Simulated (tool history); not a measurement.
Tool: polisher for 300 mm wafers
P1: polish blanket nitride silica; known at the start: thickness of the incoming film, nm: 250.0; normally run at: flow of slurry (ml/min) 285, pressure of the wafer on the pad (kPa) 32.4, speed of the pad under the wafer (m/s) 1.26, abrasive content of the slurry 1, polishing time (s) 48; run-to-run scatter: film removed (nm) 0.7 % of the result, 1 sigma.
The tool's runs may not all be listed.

run   hour  flow of slurry (ml/min)  pressure of the wafer on the pad (kPa)  speed of the pad under the wafer (m/s)  abrasive content of the slurry  polishing time (s)  wafers polished on this pad  hours since the slurry nozzle was cleaned  hours since the head pressure was calibrated  hours since the slurry blender was calibrated  hours since the conditioning disc was replaced  film removed (nm)
  1    5.4                      285                                    32.4                                    1.26                               1                  48                          286                                      182.3                                         223.3                                           24.1                                            58.4             58.325
  2     12                      285                                    32.4                                    1.26                               1                  48                          356                                      188.9                                         229.9                                           30.7                                              65             58.166
  3   16.5                      285                                    32.4                                    1.26                               1                  48                          403                                      193.4                                         234.4                                           35.2                                            69.5              58.14
  4   23.8                      285                                    32.4                                    1.26                               1                  48                          480                                      200.7                                         241.7                                           42.5                                            76.8              59.13
  5   30.4                      285                                    32.4                                    0.84                               1                  67                          549                                      207.3                                         248.3                                           49.1                                            83.4             58.727
  6   34.4                      285                                    32.4                                    1.64                               1                  70                          591                                      211.3                                         252.3                                           53.1                                            87.4              105.4
  7   37.8                      285                                    32.4                                    1.26                               1                  31                          627                                      214.7                                         255.7                                           56.5                                            90.8             37.473
  8   41.4                      285                                    32.4                                    1.26                             1.5                  48                          665                                      218.3                                         259.3                                           60.1                                            94.4             68.068
  9   45.4                      285                                    44.8                                    1.26                               1                  48                          707                                      222.3                                         263.3                                           64.1                                            98.4             80.492
 10     52                      285                                    32.4                                    1.26                               1                  61                          777                                      228.9                                         269.9                                           70.7                                             105             73.941
 11   55.2                      285                                    32.4                                    1.26                            0.55                  48                          811                                      232.1                                         273.1                                           73.9                                           108.2             42.478
 12   59.4                      195                                    32.4                                    1.26                               1                  48                          855                                      236.3                                         277.3                                           78.1                                           112.4             56.274
 13   62.6                      285                                    32.4                                    1.26                               1                  48                          889                                      239.5                                         280.5                                           81.3                                           115.6             58.113
 14   67.3                      445                                    32.4                                    1.26                               1                  48                          938                                      244.2                                         285.2                                             86                                           120.3             60.182
      69.7  -- conditioning disc replaced and pad reconditioned
 15   73.4                      285                                    15.9                                    1.26                               1                  48                         1002                                      250.3                                         291.3                                           92.1                                             3.8             28.343
 16   77.8                      170                                    32.4                                    1.26                               1                  60                         1049                                      254.7                                         295.7                                           96.5                                             8.2             68.734
 17   83.8                      285                                    32.4                                    1.74                               1                  48                         1112                                      260.7                                         301.7                                          102.5                                            14.2             74.957
 18   89.8                      285                                    32.4                                    0.74                               1                  48                         1175                                      266.7                                         307.7                                          108.5                                            20.2             37.852
 19   96.9                      285                                    32.4                                    1.26                               1                  48                         1250                                      273.8                                         314.8                                          115.6                                            27.3             58.077
 20  101.1                      285                                    32.4                                    1.26                               1                  48                         1294                                        278                                           319                                          119.8                                            31.5             55.873
 21  106.9                      285                                    32.4                                    1.26                               1                  48                         1355                                      283.8                                         324.8                                          125.6                                            37.3             55.107
 22  112.2                      285                                    32.4                                    1.26                               1                  48                         1411                                      289.1                                         330.1                                          130.9                                            42.6              53.66
 23  118.5                      285                                    32.4                                    1.26                               1                  48                         1477                                      295.4                                         336.4                                          137.2                                            48.9             53.357
     120.7  -- conditioning disc replaced and pad reconditioned
       123  -- slurry nozzle cleaned
 24  123.1                      285                                    32.4                                    1.26                               1                  48                         1526                                        0.2                                           341                                          141.8                                             2.5             52.973
     125.6  -- head pressure recalibrated
 25  128.6                      285                                    32.4                                    1.26                               1                  48                         1584                                        5.7                                             3                                          147.3                                               8             52.922
 26  132.4                      285                                    32.4                                    1.26                               1                  48                         1624                                        9.5                                           6.8                                          151.1                                            11.8             53.136
 27    137                      285                                    32.4                                    1.26                               1                  48                         1672                                       14.1                                          11.4                                          155.7                                            16.4             52.564
 28  140.9                      285                                    32.4                                    1.26                               1                  48                         1713                                         18                                          15.3                                          159.6                                            20.3             52.326

What P1 gives has crept away from where it was. These 2 causes fit the log equally well, each at the size given:
A: abrasive missing from the slurry, % = 19.1
B: removal rate lost through wear of the pad, % = 9.71
The creep began at about hour 96.9.
Why every other cause is out:
slurry flow missing at the pad, %: serviced at hour 123, which brought nothing back
head's pressure below its setpoint, %: serviced at hour 125.6, which brought nothing back
time polished since the conditioner stopped cutting, s: serviced at hour 120.7, which brought nothing back

4 check runs are offered, each on 5 wafers whose results are averaged, their results left as question marks. Which one tells the causes apart?
check 1  144.8                      285                                    32.4                                    1.72                             0.6                  48                                                                                                                                                                                                                                       ?
check 2  144.8                      215                                    17.9                                    1.26                               1                  48                                                                                                                                                                                                                                       ?
check 3  144.8                      285                                    43.4                                    1.26                               1                  48                                                                                                                                                                                                                                       ?
check 4  144.8                      285                                    32.4                                    1.26                               1                  34                                                                                                                                                                                                                                       ?

What each check would give under each cause:
  check             result    if A    if B
check 1  film removed (nm)  50.345  51.696
check 2  film removed (nm)  28.189  28.184
check 3  film removed (nm)  70.407  70.393
check 4  film removed (nm)  37.206  37.198
How far apart the two closest causes lie, in the result that separates them most: check 1 2.65 %; check 2 0.02 %; check 3 0.02 %; check 4 0.02 %
Only check 1 tells the causes apart: in the others they would give nearly the same result.

Check 1 was then run and gave: film removed (nm) 51.873. Which cause is it?

It is B: removal rate lost through wear of the pad, %.
